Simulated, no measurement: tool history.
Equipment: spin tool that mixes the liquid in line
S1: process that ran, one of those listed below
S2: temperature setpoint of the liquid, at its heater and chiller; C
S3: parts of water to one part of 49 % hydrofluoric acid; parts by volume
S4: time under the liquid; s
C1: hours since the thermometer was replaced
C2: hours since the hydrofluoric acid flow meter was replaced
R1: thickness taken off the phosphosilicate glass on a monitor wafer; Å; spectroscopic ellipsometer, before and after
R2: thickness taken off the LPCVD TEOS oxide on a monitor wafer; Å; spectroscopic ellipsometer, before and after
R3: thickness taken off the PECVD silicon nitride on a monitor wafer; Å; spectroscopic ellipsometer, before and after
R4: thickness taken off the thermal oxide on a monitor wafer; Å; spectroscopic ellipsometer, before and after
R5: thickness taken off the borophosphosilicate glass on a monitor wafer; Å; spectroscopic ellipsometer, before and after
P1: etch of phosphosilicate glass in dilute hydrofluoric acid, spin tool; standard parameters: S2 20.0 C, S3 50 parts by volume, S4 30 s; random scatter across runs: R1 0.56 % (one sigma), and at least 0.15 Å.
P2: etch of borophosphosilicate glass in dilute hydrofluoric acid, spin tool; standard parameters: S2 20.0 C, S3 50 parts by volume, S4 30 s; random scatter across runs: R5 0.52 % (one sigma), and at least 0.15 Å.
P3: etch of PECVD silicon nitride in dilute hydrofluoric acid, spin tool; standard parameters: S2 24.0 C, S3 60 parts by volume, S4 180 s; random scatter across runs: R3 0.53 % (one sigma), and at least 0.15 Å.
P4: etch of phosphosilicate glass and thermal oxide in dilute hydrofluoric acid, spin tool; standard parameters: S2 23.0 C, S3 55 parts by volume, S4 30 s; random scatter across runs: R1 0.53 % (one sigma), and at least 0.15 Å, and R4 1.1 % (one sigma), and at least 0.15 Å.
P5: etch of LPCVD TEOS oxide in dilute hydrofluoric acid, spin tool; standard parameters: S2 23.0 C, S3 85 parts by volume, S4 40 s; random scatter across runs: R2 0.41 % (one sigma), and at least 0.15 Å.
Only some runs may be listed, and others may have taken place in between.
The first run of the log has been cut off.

{"run": 2, "hour": 25.6, "S1": "P5", "S2": 23.0, "S3": 85, "S4": 40, "C1": 1599.6, "C2": 1324.4, "R2": 169.8}
{"run": 3, "hour": 35.2, "S1": "P1", "S2": 20.0, "S3": 50, "S4": 15, "C1": 1609.2, "C2": 1334.0, "R1": 218.77}
{"run": 4, "hour": 48.3, "S1": "P1", "S2": 20.0, "S3": 50, "S4": 30, "C1": 1622.3, "C2": 1347.1, "R1": 440.37}
{"run": 5, "hour": 56.7, "S1": "P3", "S2": 28.5, "S3": 60, "S4": 180, "C1": 1630.7, "C2": 1355.5, "R3": 127.81}
{"run": 6, "hour": 69.7, "S1": "P1", "S2": 20.0, "S3": 50, "S4": 30, "C1": 1643.7, "C2": 1368.5, "R1": 438.9}
{"run": 7, "hour": 80.8, "S1": "P4", "S2": 23.0, "S3": 20, "S4": 30, "C1": 1654.8, "C2": 1379.6, "R1": 2734.9, "R4": 71.608}
{"run": 8, "hour": 96.9, "S1": "P1", "S2": 26.5, "S3": 50, "S4": 30, "C1": 1670.9, "C2": 1395.7, "R1": 575.65}
{"run": 9, "hour": 107.7, "S1": "P4", "S2": 23.0, "S3": 55, "S4": 30, "C1": 1681.7, "C2": 1406.5, "R1": 958.4, "R4": 24.55}
{"hour": 117.7, "done": "hydrofluoric acid flow meter replaced"}
{"run": 10, "hour": 122.0, "S1": "P3", "S2": 24.0, "S3": 60, "S4": 180, "C1": 1696.0, "C2": 4.4, "R3": 95.884}
{"run": 11, "hour": 133.7, "S1": "P1", "S2": 17.0, "S3": 50, "S4": 30, "C1": 1707.7, "C2": 16.1, "R1": 388.55}
{"run": 12, "hour": 142.1, "S1": "P1", "S2": 20.0, "S3": 50, "S4": 30, "C1": 1716.1, "C2": 24.5, "R1": 438.86}
{"run": 13, "hour": 153.1, "S1": "P3", "S2": 24.0, "S3": 90, "S4": 180, "C1": 1727.1, "C2": 35.5, "R3": 63.939}
{"run": 14, "hour": 164.4, "S1": "P2", "S2": 20.0, "S3": 25, "S4": 30, "C1": 1738.4, "C2": 46.8, "R5": 658.57}
{"run": 15, "hour": 171.8, "S1": "P5", "S2": 23.0, "S3": 85, "S4": 65, "C1": 1745.8, "C2": 54.2, "R2": 275.19}
{"run": 16, "hour": 182.1, "S1": "P1", "S2": 23.5, "S3": 50, "S4": 50, "C1": 1756.1, "C2": 64.5, "R1": 844.75}
{"run": 17, "hour": 191.5, "S1": "P2", "S2": 20.0, "S3": 50, "S4": 60, "C1": 1765.5, "C2": 73.9, "R5": 630.96}
{"run": 18, "hour": 202.3, "S1": "P5", "S2": 30.0, "S3": 85, "S4": 40, "C1": 1776.3, "C2": 84.7, "R2": 224.63}
{"run": 19, "hour": 211.9, "S1": "P1", "S2": 20.0, "S3": 50, "S4": 50, "C1": 1785.9, "C2": 94.3, "R1": 730.81}
{"run": 20, "hour": 220.8, "S1": "P5", "S2": 23.0, "S3": 85, "S4": 40, "C1": 1794.8, "C2": 103.2, "R2": 169.83}
{"run": 21, "hour": 228.1, "S1": "P1", "S2": 17.0, "S3": 75, "S4": 30, "C1": 1802.1, "C2": 110.5, "R1": 250.57}
{"run": 22, "hour": 240.2, "S1": "P1", "S2": 20.0, "S3": 50, "S4": 30, "C1": 1814.2, "C2": 122.6, "R1": 441.0}
{"run": 23, "hour": 253.4, "S1": "P4", "S2": 17.0, "S3": 55, "S4": 30, "C1": 1827.4, "C2": 135.8, "R1": 737.66, "R4": 18.867}
{"run": 24, "hour": 267.2, "S1": "P1", "S2": 20.0, "S3": 20, "S4": 30, "C1": 1841.2, "C2": 149.6, "R1": 1136.4}
{"run": 25, "hour": 281.9, "S1": "P1", "S2": 20.0, "S3": 50, "S4": 30, "C1": 1855.9, "C2": 164.3, "R1": 439.9}

What will run 26 give?
{"run": 26, "hour": 290.9, "S1": "P1", "S2": 20.0, "S3": 80, "S4": 30, "C1": 1864.9, "C2": 173.3, "R1": "?"}

R1: 264.94 Å
